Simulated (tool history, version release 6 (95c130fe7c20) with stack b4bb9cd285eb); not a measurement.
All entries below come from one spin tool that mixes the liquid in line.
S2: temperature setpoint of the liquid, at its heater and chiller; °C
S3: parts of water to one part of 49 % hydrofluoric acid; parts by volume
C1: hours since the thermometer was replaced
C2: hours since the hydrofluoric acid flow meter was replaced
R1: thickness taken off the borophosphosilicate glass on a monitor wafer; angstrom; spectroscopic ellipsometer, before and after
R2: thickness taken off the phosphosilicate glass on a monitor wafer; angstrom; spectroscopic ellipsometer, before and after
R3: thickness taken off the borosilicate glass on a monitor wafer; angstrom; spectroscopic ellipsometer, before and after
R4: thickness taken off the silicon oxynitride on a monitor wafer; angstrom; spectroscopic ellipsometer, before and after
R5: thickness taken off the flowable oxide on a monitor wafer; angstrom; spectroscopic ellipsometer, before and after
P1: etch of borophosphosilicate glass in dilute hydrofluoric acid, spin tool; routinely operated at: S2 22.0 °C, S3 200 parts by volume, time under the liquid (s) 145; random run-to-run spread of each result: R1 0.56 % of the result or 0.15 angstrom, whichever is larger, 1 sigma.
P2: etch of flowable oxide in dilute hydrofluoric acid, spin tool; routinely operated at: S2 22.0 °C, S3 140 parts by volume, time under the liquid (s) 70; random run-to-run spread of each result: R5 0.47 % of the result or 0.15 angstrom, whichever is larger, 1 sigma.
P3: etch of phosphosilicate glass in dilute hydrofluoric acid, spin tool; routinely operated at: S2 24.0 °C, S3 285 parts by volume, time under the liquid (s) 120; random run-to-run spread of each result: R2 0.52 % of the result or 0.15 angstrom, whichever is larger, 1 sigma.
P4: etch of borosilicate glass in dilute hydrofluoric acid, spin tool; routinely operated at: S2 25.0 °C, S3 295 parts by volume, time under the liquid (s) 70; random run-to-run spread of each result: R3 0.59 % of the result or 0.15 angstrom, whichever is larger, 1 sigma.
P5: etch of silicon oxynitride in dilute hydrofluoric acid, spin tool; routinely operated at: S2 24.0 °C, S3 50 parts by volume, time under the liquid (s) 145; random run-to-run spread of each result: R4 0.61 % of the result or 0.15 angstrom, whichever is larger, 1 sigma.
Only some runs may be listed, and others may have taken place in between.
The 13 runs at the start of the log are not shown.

Run 14, hour 79.9: process that ran P2, S2 22.0 °C, S3 140 parts by volume, time under the liquid (s) 110; C1 1401.7; C2 1170.8. Result: R5 162.410 angstrom.
Run 15, hour 86.6: process that ran P3, S2 24.0 °C, S3 55 parts by volume, time under the liquid (s) 120; C1 1408.4; C2 1177.5. Result: R2 2394.40 angstrom.
Run 16, hour 92.3: process that ran P1, S2 22.0 °C, S3 200 parts by volume, time under the liquid (s) 145; C1 1414.1; C2 1183.2. Result: R1 167.990 angstrom.
Run 17, hour 96.9: process that ran P1, S2 29.0 °C, S3 200 parts by volume, time under the liquid (s) 235; C1 1418.7; C2 1187.8. Result: R1 348.830 angstrom.
Run 18, hour 101.6: process that ran P1, S2 22.0 °C, S3 80 parts by volume, time under the liquid (s) 145; C1 1423.4; C2 1192.5. Result: R1 479.410 angstrom.
Run 19, hour 110.2: process that ran P4, S2 25.0 °C, S3 295 parts by volume, time under the liquid (s) 70; C1 1432.0; C2 1201.1. Result: R3 45.5100 angstrom.
Run 20, hour 118.8: process that ran P5, S2 24.0 °C, S3 50 parts by volume, time under the liquid (s) 145; C1 1440.6; C2 1209.7. Result: R4 42.848 angstrom.
Run 21, hour 126.5: process that ran P1, S2 17.0 °C, S3 200 parts by volume, time under the liquid (s) 85; C1 1448.3; C2 1217.4. Result: R1 80.568 angstrom.
Run 22, hour 134.4: process that ran P2, S2 17.0 °C, S3 140 parts by volume, time under the liquid (s) 70; C1 1456.2; C2 1225.3. Result: R5 84.927 angstrom.
Run 23, hour 141.4: process that ran P5, S2 17.0 °C, S3 50 parts by volume, time under the liquid (s) 145; C1 1463.2; C2 1232.3. Result: R4 30.738 angstrom.
Run 24, hour 150.0: process that ran P3, S2 31.5 °C, S3 285 parts by volume, time under the liquid (s) 120; C1 1471.8; C2 1240.9. Result: R2 455.38 angstrom.
Run 25, hour 156.6: process that ran P1, S2 22.0 °C, S3 200 parts by volume, time under the liquid (s) 145; C1 1478.4; C2 1247.5. Result: R1 166.500 angstrom.
Run 26, hour 162.0: process that ran P1, S2 22.0 °C, S3 335 parts by volume, time under the liquid (s) 145; C1 1483.8; C2 1252.9. Result: R1 87.706 angstrom.
Run 27, hour 169.0: process that ran P1, S2 22.0 °C, S3 200 parts by volume, time under the liquid (s) 145; C1 1490.8; C2 1259.9. Result: R1 165.170 angstrom.
Run 28, hour 176.4: process that ran P2, S2 22.0 °C, S3 140 parts by volume, time under the liquid (s) 70; C1 1498.2; C2 1267.3. Result: R5 104.050 angstrom.
Run 29, hour 185.1: process that ran P4, S2 25.0 °C, S3 295 parts by volume, time under the liquid (s) 70; C1 1506.9; C2 1276.0. Result: R3 45.9860 angstrom.
Run 30, hour 190.7: process that ran P5, S2 24.0 °C, S3 85 parts by volume, time under the liquid (s) 145; C1 1512.5; C2 1281.6. Result: R4 24.869 angstrom.

What does the tool deliver on the next run?
Run 31, hour 198.4: process that ran P1, S2 22.0 °C, S3 200 parts by volume, time under the liquid (s) 285; C1 1520.2; C2 1289.3. Result: R1 ?.

Run 31 gave R1 328.430 angstrom.
